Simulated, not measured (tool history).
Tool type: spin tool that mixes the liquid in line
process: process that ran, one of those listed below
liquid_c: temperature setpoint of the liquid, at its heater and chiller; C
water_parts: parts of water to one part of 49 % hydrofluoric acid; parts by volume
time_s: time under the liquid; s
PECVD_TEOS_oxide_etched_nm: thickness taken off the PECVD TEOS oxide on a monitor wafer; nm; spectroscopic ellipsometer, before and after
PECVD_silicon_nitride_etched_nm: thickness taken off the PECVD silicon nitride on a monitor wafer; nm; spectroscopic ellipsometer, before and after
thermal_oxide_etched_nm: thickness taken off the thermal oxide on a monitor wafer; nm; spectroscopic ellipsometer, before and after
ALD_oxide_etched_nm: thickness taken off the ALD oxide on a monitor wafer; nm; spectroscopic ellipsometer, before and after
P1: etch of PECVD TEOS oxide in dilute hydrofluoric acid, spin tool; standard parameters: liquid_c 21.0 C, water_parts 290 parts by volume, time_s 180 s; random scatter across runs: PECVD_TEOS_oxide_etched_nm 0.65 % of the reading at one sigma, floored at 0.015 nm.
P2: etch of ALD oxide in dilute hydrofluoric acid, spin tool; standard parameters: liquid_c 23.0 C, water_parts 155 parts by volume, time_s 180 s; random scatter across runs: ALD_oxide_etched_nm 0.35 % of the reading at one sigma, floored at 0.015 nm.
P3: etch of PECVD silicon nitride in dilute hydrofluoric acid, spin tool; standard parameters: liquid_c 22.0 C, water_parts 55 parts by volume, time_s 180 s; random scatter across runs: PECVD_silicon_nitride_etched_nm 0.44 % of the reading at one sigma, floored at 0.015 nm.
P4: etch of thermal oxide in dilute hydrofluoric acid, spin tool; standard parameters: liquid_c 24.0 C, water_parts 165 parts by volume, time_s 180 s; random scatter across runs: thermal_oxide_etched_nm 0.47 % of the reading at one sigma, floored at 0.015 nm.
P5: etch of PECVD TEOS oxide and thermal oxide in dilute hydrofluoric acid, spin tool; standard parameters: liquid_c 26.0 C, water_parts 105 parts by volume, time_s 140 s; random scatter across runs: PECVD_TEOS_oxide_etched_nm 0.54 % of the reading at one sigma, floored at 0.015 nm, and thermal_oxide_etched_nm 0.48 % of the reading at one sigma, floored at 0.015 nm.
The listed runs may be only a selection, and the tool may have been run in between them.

| run | hour | process | liquid_c | water_parts | time_s | hours since the thermometer was replaced | hours since the hydrofluoric acid flow meter was replaced | PECVD_TEOS_oxide_etched_nm | PECVD_silicon_nitride_etched_nm | thermal_oxide_etched_nm | ALD_oxide_etched_nm |
|---|---|---|---|---|---|---|---|---|---|---|---|
| 1 | 7.5 | P1 | 21.0 | 290 | 180 | 1696.8 | 388.2 | 3.73050 |  |  |  |
| 2 | 20.4 | P3 | 29.5 | 55 | 180 | 1709.7 | 401.1 |  | 15.1950 |  |  |
| 3 | 28.1 | P1 | 21.0 | 290 | 325 | 1717.4 | 408.8 | 6.71880 |  |  |  |
| 4 | 36.3 | P4 | 24.0 | 165 | 180 | 1725.6 | 417.0 |  |  | 4.9812 |  |
| 5 | 45.6 | P4 | 24.0 | 165 | 180 | 1734.9 | 426.3 |  |  | 4.9865 |  |
| 6 | 55.4 | P4 | 24.0 | 80 | 180 | 1744.7 | 436.1 |  |  | 11.4560 |  |
| 7 | 65.5 | P1 | 17.0 | 290 | 180 | 1754.8 | 446.2 | 3.22570 |  |  |  |
| 8 | 74.3 | P1 | 21.0 | 290 | 180 | 1763.6 | 455.0 | 3.74990 |  |  |  |
| 9 | 89.1 | P3 | 22.0 | 55 | 180 | 1778.4 | 469.8 |  | 9.2561 |  |  |
| 10 | 103.1 | P1 | 21.0 | 290 | 15 | 1792.4 | 483.8 | 0.31567 |  |  |  |
| 11 | 117.2 | P2 | 23.0 | 155 | 180 | 1806.5 | 497.9 |  |  |  | 35.311 |
| 12 | 129.1 | P3 | 22.0 | 55 | 180 | 1818.4 | 509.8 |  | 9.2279 |  |  |
| 13 | 139.9 | P1 | 21.0 | 520 | 25 | 1829.2 | 520.6 | 0.23627 |  |  |  |
| 14 | 147.6 | P5 | 19.0 | 105 | 140 | 1836.9 | 528.3 | 21.65500 |  | 5.0731 |  |
| 15 | 161.3 | P1 | 21.0 | 290 | 180 | 1850.6 | 542.0 | 3.74100 |  |  |  |
| 16 | 168.2 | P2 | 17.0 | 155 | 180 | 1857.5 | 548.9 |  |  |  | 27.814 |
| 17 | 181.4 | P1 | 24.5 | 75 | 180 | 1870.7 | 562.1 | 20.79700 |  |  |  |
| 18 | 194.6 | P5 | 26.0 | 105 | 140 | 1883.9 | 575.3 | 28.87800 |  | 6.6332 |  |
| 19 | 202.4 | P3 | 22.0 | 55 | 350 | 1891.7 | 583.1 |  | 17.8790 |  |  |
| 20 | 211.0 | P1 | 21.0 | 160 | 180 | 1900.3 | 591.7 | 7.73520 |  |  |  |
|  | 223.2 | hydrofluoric acid flow meter replaced |
| 21 | 224.4 | P1 | 21.0 | 505 | 180 | 1913.7 | 1.2 | 1.74780 |  |  |  |
| 22 | 237.2 | P2 | 23.0 | 155 | 325 | 1926.5 | 14.0 |  |  |  | 63.936 |
| 23 | 249.1 | P1 | 26.5 | 290 | 180 | 1938.4 | 25.9 | 4.57020 |  |  |  |
| 24 | 257.9 | P5 | 26.0 | 25 | 140 | 1947.2 | 34.7 | 135.05000 |  | 31.2410 |  |
| 25 | 269.6 | P5 | 26.0 | 105 | 35 | 1958.9 | 46.4 | 7.20090 |  | 1.6583 |  |
| 26 | 280.5 | P3 | 22.0 | 80 | 180 | 1969.8 | 57.3 |  | 6.3823 |  |  |
| 27 | 292.5 | P4 | 31.5 | 165 | 180 | 1981.8 | 69.3 |  |  | 6.4676 |  |
| 28 | 300.8 | P4 | 24.0 | 165 | 270 | 1990.1 | 77.6 |  |  | 7.4817 |  |
| 29 | 311.2 | P2 | 23.0 | 80 | 180 | 2000.5 | 88.0 |  |  |  | 74.339 |
| 30 | 318.7 | P2 | 23.0 | 155 | 180 | 2008.0 | 95.5 |  |  |  | 35.227 |
| 31 | 329.1 | P1 | 21.0 | 290 | 180 | 2018.4 | 105.9 | 3.76330 |  |  |  |
| 32 | 336.1 | P1 | 21.0 | 290 | 180 | 2025.4 | 112.9 | 3.76060 |  |  |  |
| 33 | 345.1 | P1 | 21.0 | 290 | 180 | 2034.4 | 121.9 | 3.71720 |  |  |  |
| 34 | 352.9 | P1 | 21.0 | 290 | 180 | 2042.2 | 129.7 | 3.79090 |  |  |  |
| 35 | 361.4 | P1 | 21.0 | 290 | 180 | 2050.7 | 138.2 | 3.79950 |  |  |  |
| 36 | 374.1 | P1 | 21.0 | 290 | 180 | 2063.4 | 150.9 | 3.90540 |  |  |  |
| 37 | 387.3 | P1 | 21.0 | 290 | 180 | 2076.6 | 164.1 | 3.94920 |  |  |  |
| 38 | 400.1 | P1 | 21.0 | 290 | 180 | 2089.4 | 176.9 | 3.98430 |  |  |  |
| 39 | 414.4 | P1 | 21.0 | 290 | 180 | 2103.7 | 191.2 | 3.98540 |  |  |  |
| 40 | 422.2 | P1 | 21.0 | 290 | 180 | 2111.5 | 199.0 | 4.01290 |  |  |  |
| 41 | 435.2 | P1 | 21.0 | 290 | 180 | 2124.5 | 212.0 | 3.98070 |  |  |  |

The log shows P1 creeping away from where it was. Any of the 2 causes listed here, at the size stated for it, fits the log just as well as the others:
A: hydrofluoric acid flow above the setpoint (%) = 4.97
B: liquid hotter than its thermometer reads (K) = 1.71
The gradual shift began around hour 361.4.

Which of the 4 check runs listed below separates the causes, so that each cause would produce a clearly different result? Each run uses one wafer, and its results are marked with question marks.
| check 1 | 448.2 | P2 | 23.0 | 155 | 180 |  |  |  |  |  | ? |
| check 2 | 448.2 | P3 | 22.0 | 55 | 180 |  |  |  | ? |  |  |
| check 3 | 448.2 | P4 | 24.0 | 165 | 180 |  |  |  |  | ? |  |
| check 4 | 448.2 | P5 | 26.0 | 105 | 140 |  |  | ? |  | ? |  |

Predicted outcomes, by check and by cause:
| check | result | if A | if B |
|---|---|---|---|
| check 1 | ALD_oxide_etched_nm | 37.468 | 37.789 |
| check 2 | PECVD_silicon_nitride_etched_nm | 9.6644 | 10.3520 |
| check 3 | thermal_oxide_etched_nm | 5.2747 | 5.3109 |
| check 4 | PECVD_TEOS_oxide_etched_nm | 30.45300 | 30.78600 |
| check 4 | thermal_oxide_etched_nm | 7.0371 | 7.1140 |
Smallest distance between any two causes, each pair judged by its most separating result, in per cent: check 1 0.85 %; check 2 6.87 %; check 3 0.68 %; check 4 1.09 %
Of the check runs offered, only check 2 discriminates between the causes; the rest would read about the same regardless of which cause applies.

Check 2 was carried out, with these results: PECVD_silicon_nitride_etched_nm 10.4250 nm. Which of the listed causes is responsible?

The correct cause is B, namely: liquid hotter than its thermometer reads (K).
